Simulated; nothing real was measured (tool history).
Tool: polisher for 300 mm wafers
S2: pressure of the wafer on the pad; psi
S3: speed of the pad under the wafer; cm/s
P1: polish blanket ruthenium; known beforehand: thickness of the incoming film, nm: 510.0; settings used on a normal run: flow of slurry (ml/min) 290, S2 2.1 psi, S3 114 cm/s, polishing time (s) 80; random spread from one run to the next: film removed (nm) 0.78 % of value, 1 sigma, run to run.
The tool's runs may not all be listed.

{"run": 1, "hour": 7.8, "flow of slurry (ml/min)": 290, "S2": 2.1, "S3": 114, "polishing time (s)": 80, "film removed (nm)": 131.28}
{"run": 2, "hour": 16.4, "flow of slurry (ml/min)": 290, "S2": 2.1, "S3": 114, "polishing time (s)": 80, "film removed (nm)": 131.48}
{"run": 3, "hour": 23.6, "flow of slurry (ml/min)": 290, "S2": 2.1, "S3": 52, "polishing time (s)": 80, "film removed (nm)": 59.77}
{"run": 4, "hour": 35.1, "flow of slurry (ml/min)": 290, "S2": 2.1, "S3": 114, "polishing time (s)": 80, "film removed (nm)": 131.03}
{"run": 5, "hour": 43.4, "flow of slurry (ml/min)": 290, "S2": 2.1, "S3": 114, "polishing time (s)": 80, "film removed (nm)": 130.84}
{"run": 6, "hour": 54.9, "flow of slurry (ml/min)": 290, "S2": 2.1, "S3": 176, "polishing time (s)": 80, "film removed (nm)": 203.0}
{"run": 7, "hour": 66.5, "flow of slurry (ml/min)": 290, "S2": 1.4, "S3": 114, "polishing time (s)": 80, "film removed (nm)": 86.671}
{"run": 8, "hour": 71.8, "flow of slurry (ml/min)": 290, "S2": 2.1, "S3": 84, "polishing time (s)": 98, "film removed (nm)": 119.71}
{"run": 9, "hour": 81.1, "flow of slurry (ml/min)": 290, "S2": 2.1, "S3": 114, "polishing time (s)": 110, "film removed (nm)": 184.14}
{"run": 10, "hour": 88.1, "flow of slurry (ml/min)": 290, "S2": 3.1, "S3": 114, "polishing time (s)": 80, "film removed (nm)": 194.19}
{"run": 11, "hour": 94.9, "flow of slurry (ml/min)": 290, "S2": 2.9, "S3": 114, "polishing time (s)": 100, "film removed (nm)": 227.65}
{"run": 12, "hour": 104.0, "flow of slurry (ml/min)": 290, "S2": 2.1, "S3": 114, "polishing time (s)": 50, "film removed (nm)": 81.978}
{"run": 13, "hour": 109.2, "flow of slurry (ml/min)": 175, "S2": 2.1, "S3": 114, "polishing time (s)": 80, "film removed (nm)": 123.95}
{"run": 14, "hour": 114.2, "flow of slurry (ml/min)": 365, "S2": 2.1, "S3": 114, "polishing time (s)": 80, "film removed (nm)": 135.53}
{"run": 15, "hour": 124.5, "flow of slurry (ml/min)": 290, "S2": 2.1, "S3": 114, "polishing time (s)": 80, "film removed (nm)": 131.3}
{"run": 16, "hour": 135.4, "flow of slurry (ml/min)": 290, "S2": 2.1, "S3": 114, "polishing time (s)": 80, "film removed (nm)": 126.95}
{"run": 17, "hour": 141.5, "flow of slurry (ml/min)": 290, "S2": 2.1, "S3": 114, "polishing time (s)": 80, "film removed (nm)": 127.6}
{"run": 18, "hour": 150.4, "flow of slurry (ml/min)": 290, "S2": 2.1, "S3": 114, "polishing time (s)": 80, "film removed (nm)": 125.79}

Run 19 has not been measured yet. What should we expect?
{"run": 19, "hour": 156.7, "flow of slurry (ml/min)": 290, "S2": 2.1, "S3": 114, "polishing time (s)": 80, "film removed (nm)": "?"}

For run 19 the tool returned film removed (nm) 127.430.
